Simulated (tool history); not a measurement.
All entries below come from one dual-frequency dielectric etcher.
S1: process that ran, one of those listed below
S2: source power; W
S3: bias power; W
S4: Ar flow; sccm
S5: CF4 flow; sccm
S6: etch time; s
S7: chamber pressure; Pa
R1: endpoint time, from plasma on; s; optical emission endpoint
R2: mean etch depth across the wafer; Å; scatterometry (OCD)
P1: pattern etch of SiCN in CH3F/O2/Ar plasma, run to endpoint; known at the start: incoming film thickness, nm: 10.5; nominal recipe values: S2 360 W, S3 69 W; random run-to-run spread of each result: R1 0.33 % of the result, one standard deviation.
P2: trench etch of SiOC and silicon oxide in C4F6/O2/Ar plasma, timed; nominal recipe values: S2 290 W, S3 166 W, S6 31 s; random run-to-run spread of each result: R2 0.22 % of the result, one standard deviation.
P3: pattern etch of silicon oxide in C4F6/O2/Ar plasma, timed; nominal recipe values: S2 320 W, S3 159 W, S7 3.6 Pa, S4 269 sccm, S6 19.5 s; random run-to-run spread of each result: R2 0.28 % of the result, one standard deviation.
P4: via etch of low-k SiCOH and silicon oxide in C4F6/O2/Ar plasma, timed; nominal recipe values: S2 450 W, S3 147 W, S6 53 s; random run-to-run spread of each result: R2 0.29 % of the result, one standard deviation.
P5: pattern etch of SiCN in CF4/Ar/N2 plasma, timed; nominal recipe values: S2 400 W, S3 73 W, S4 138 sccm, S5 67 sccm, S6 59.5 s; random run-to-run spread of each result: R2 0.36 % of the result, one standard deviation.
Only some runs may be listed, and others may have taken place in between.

Run 1, hour 8.1: S1 P1, S2 360 W, S3 69 W. Result: R1 28.391 s.
Run 2, hour 17.1: S1 P1, S2 360 W, S3 69 W. Result: R1 28.275 s.
Run 3, hour 23.7: S1 P5, S2 550 W, S3 73 W, S4 138 sccm, S5 67 sccm, S6 59.5 s. Result: R2 586.85 Å.
Run 4, hour 30.4: S1 P3, S2 320 W, S3 159 W, S4 269 sccm, S6 19.5 s, S7 3.6 Pa. Result: R2 561.78 Å.
Run 5, hour 39: S1 P3, S2 320 W, S3 93 W, S4 269 sccm, S6 19.5 s, S7 3.6 Pa. Result: R2 480.49 Å.
Run 6, hour 47.8: S1 P3, S2 230 W, S3 159 W, S4 269 sccm, S6 19.5 s, S7 3.6 Pa. Result: R2 490.49 Å.
Run 7, hour 56.2: S1 P2, S2 290 W, S3 123 W, S6 31 s. Result: R2 482.95 Å.
Run 8, hour 62.9: S1 P5, S2 400 W, S3 73 W, S4 173 sccm, S5 67 sccm, S6 59.5 s. Result: R2 426.37 Å.
Run 9, hour 72.1: S1 P3, S2 320 W, S3 159 W, S4 269 sccm, S6 25.5 s, S7 3.6 Pa. Result: R2 736.66 Å.
Run 10, hour 80.4: S1 P1, S2 360 W, S3 69 W. Result: R1 28.364 s.
Run 11, hour 85.4: S1 P2, S2 290 W, S3 166 W, S6 47 s. Result: R2 805.52 Å.
Run 12, hour 95.5: S1 P5, S2 400 W, S3 73 W, S4 138 sccm, S5 67 sccm, S6 59.5 s. Result: R2 441.82 Å.
Run 13, hour 104.7: S1 P4, S2 550 W, S3 147 W, S6 53 s. Result: R2 1566.5 Å.
Run 14, hour 114.7: S1 P3, S2 320 W, S3 159 W, S4 269 sccm, S6 19.5 s, S7 4.47 Pa. Result: R2 547.36 Å.
Run 15, hour 125.9: S1 P1, S2 440 W, S3 69 W. Result: R1 26.335 s.
Run 16, hour 135.9: S1 P1, S2 360 W, S3 82 W. Result: R1 26.626 s.
Run 17, hour 141.2: S1 P5, S2 400 W, S3 73 W, S4 138 sccm, S5 67 sccm, S6 33 s. Result: R2 246.6 Å.
Run 18, hour 146.4: S1 P1, S2 360 W, S3 53 W. Result: R1 31.126 s.
Run 19, hour 153.7: S1 P1, S2 470 W, S3 43 W. Result: R1 29.929 s.
Run 20, hour 159.1: S1 P1, S2 360 W, S3 69 W. Result: R1 28.434 s.
Run 21, hour 165.9: S1 P3, S2 320 W, S3 159 W, S4 157 sccm, S6 19.5 s, S7 3.6 Pa. Result: R2 596.6 Å.
Run 22, hour 174.2: S1 P5, S2 400 W, S3 73 W, S4 138 sccm, S5 53 sccm, S6 59.5 s. Result: R2 428.58 Å.
Run 23, hour 185.4: S1 P2, S2 410 W, S3 166 W, S6 31 s. Result: R2 608.61 Å.
Run 24, hour 194.8: S1 P4, S2 450 W, S3 147 W, S6 71 s. Result: R2 1940.8 Å.
Run 25, hour 203.2: S1 P5, S2 400 W, S3 73 W, S4 138 sccm, S5 67 sccm, S6 59.5 s. Result: R2 444.82 Å.
Run 26, hour 209.7: S1 P5, S2 400 W, S3 87 W, S4 138 sccm, S5 67 sccm, S6 59.5 s. Result: R2 473.37 Å.
Run 27, hour 220.8: S1 P2, S2 290 W, S3 166 W, S6 31 s. Result: R2 529.65 Å.
Run 28, hour 228.6: S1 P4, S2 450 W, S3 147 W, S6 53 s. Result: R2 1445.9 Å.
Run 29, hour 239.8: S1 P3, S2 320 W, S3 159 W, S4 269 sccm, S6 19.5 s, S7 3.6 Pa. Result: R2 562.09 Å.
Run 30, hour 248: S1 P1, S2 360 W, S3 69 W. Result: R1 28.584 s.
Run 31, hour 258.9: S1 P1, S2 240 W, S3 69 W. Result: R1 33.205 s.
Run 32, hour 269.9: S1 P4, S2 450 W, S3 106 W, S6 53 s. Result: R2 1316 Å.
Run 33, hour 280.7: S1 P1, S2 360 W, S3 69 W. Result: R1 28.574 s.
Run 34, hour 286.5: S1 P1, S2 360 W, S3 69 W. Result: R1 28.213 s.
Run 35, hour 292.1: S1 P1, S2 360 W, S3 69 W. Result: R1 28.074 s.

Run 36 is up next; what results do you expect?
Run 36, hour 298.3: S1 P1, S2 360 W, S3 69 W. Result: R1 ?.

R1: 27.982 s
